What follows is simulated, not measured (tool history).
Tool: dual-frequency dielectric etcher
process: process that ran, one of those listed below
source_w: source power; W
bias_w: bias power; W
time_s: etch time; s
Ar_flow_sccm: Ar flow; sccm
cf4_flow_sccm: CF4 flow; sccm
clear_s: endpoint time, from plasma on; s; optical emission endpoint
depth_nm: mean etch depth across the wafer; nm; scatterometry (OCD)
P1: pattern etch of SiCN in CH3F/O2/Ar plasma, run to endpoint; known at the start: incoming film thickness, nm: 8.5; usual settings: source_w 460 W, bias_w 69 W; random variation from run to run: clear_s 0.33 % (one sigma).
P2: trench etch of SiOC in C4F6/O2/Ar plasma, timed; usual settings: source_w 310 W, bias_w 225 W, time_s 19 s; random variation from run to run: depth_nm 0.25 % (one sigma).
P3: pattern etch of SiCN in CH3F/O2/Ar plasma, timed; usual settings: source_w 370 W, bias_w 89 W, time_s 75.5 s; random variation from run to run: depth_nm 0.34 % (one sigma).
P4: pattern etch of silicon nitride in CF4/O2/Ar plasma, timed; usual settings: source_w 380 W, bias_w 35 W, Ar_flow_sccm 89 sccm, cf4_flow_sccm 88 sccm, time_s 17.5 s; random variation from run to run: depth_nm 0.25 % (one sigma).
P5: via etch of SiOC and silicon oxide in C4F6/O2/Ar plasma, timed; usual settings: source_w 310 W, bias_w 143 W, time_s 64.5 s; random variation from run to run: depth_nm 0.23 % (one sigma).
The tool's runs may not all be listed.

run	hour	process	source_w	bias_w	time_s	Ar_flow_sccm	cf4_flow_sccm	hours since the last wet clean	hours since the last source power generator calibration	hours since the last bias power generator calibration	clear_s	depth_nm
1	13.4	P1	460	69				398.5	1244.7	1522.9	22.332	
2	31.6	P3	230	89	75.5			416.7	1262.9	1541.1		24.67
3	41.4	P2	310	225	19			426.5	1272.7	1550.9		38.694
4	56.7	P4	550	35	17.5	89	88	441.8	1288	1566.2		30.722
5	67.2	P1	460	69				452.3	1298.5	1576.7	22.377	
6	85.5	P1	570	44				470.6	1316.8	1595	23.742	
7	103.6	P1	460	51				488.7	1334.9	1613.1	24.596	
8	112.6	P4	380	35	17.5	59	88	497.7	1343.9	1622.1		23.479
9	124.9	P3	370	71	75.5			510	1356.2	1634.4		27.466
10	134.2	P4	380	35	17.5	89	88	519.3	1365.5	1643.7		22.298
11	152.1	P2	200	225	19			537.2	1383.4	1661.6		32.772
12	166.6	P5	310	143	64.5			551.7	1397.9	1676.1		63.171
13	183.1	P3	370	89	48.5			568.2	1414.4	1692.6		19.036
14	196	P1	280	69				581.1	1427.3	1705.5	27.103	
15	211.8	P1	460	69				596.9	1443.1	1721.3	22.325	
16	226.3	P4	380	35	17.5	89	52	611.4	1457.6	1735.8		20.58
17	243.8	P5	310	143	64.5			628.9	1475.1	1753.3		62.902
18	255	P2	310	316	19			640.1	1486.3	1764.5		43.395
19	265.4	P4	380	35	10	89	88	650.5	1496.7	1774.9		12.759
20	278.2	P5	310	143	85.5			663.3	1509.5	1787.7		83.756
21	294.8	P2	310	225	11.5			679.9	1526.1	1804.3		23.429
22	305	P3	370	89	75.5			690.1	1536.3	1814.5		29.645
23	320.2	P1	460	89				705.3	1551.5	1829.7	20.5	
24	338.3	P2	310	225	19			723.4	1569.6	1847.8		38.683
25	350.3	P1	610	69				735.4	1581.6	1859.8	20.134	
26	362.6	P1	540	56				747.7	1593.9	1872.1	22.684	
27	378.9	P1	460	69				764	1610.2	1888.4	22.31	
28	391.6	P5	310	201	64.5			776.7	1622.9	1901.1		70.255
29	403.6	P1	460	69				788.7	1634.9	1913.1	22.372	
30	414.1	P3	370	89	75.5			799.2	1645.4	1923.6		29.716
31	427.3	P5	440	143	64.5			812.4	1658.6	1936.8		72.275
32	444.2	P4	380	42	17.5	89	88	829.3	1675.5	1953.7		23.919
33	457.1	P1	460	69				842.2	1688.4	1966.6	22.277	
34	470.3	P1	460	69				855.4	1701.6	1979.8	22.485	
35	479.7	P1	460	69				864.8	1711	1989.2	22.411	
36	494.4	P1	460	69				879.5	1725.7	2003.9	22.628	
37	503.2	P1	460	69				888.3	1734.5	2012.7	22.723	

The next listed run, before its measurement:
# hour 511.6: wet clean of the chamber
38	515.9	P1	460	69				4.3	1747.2	2025.4	?	

{"run 38": {"clear_s": 22.713}}

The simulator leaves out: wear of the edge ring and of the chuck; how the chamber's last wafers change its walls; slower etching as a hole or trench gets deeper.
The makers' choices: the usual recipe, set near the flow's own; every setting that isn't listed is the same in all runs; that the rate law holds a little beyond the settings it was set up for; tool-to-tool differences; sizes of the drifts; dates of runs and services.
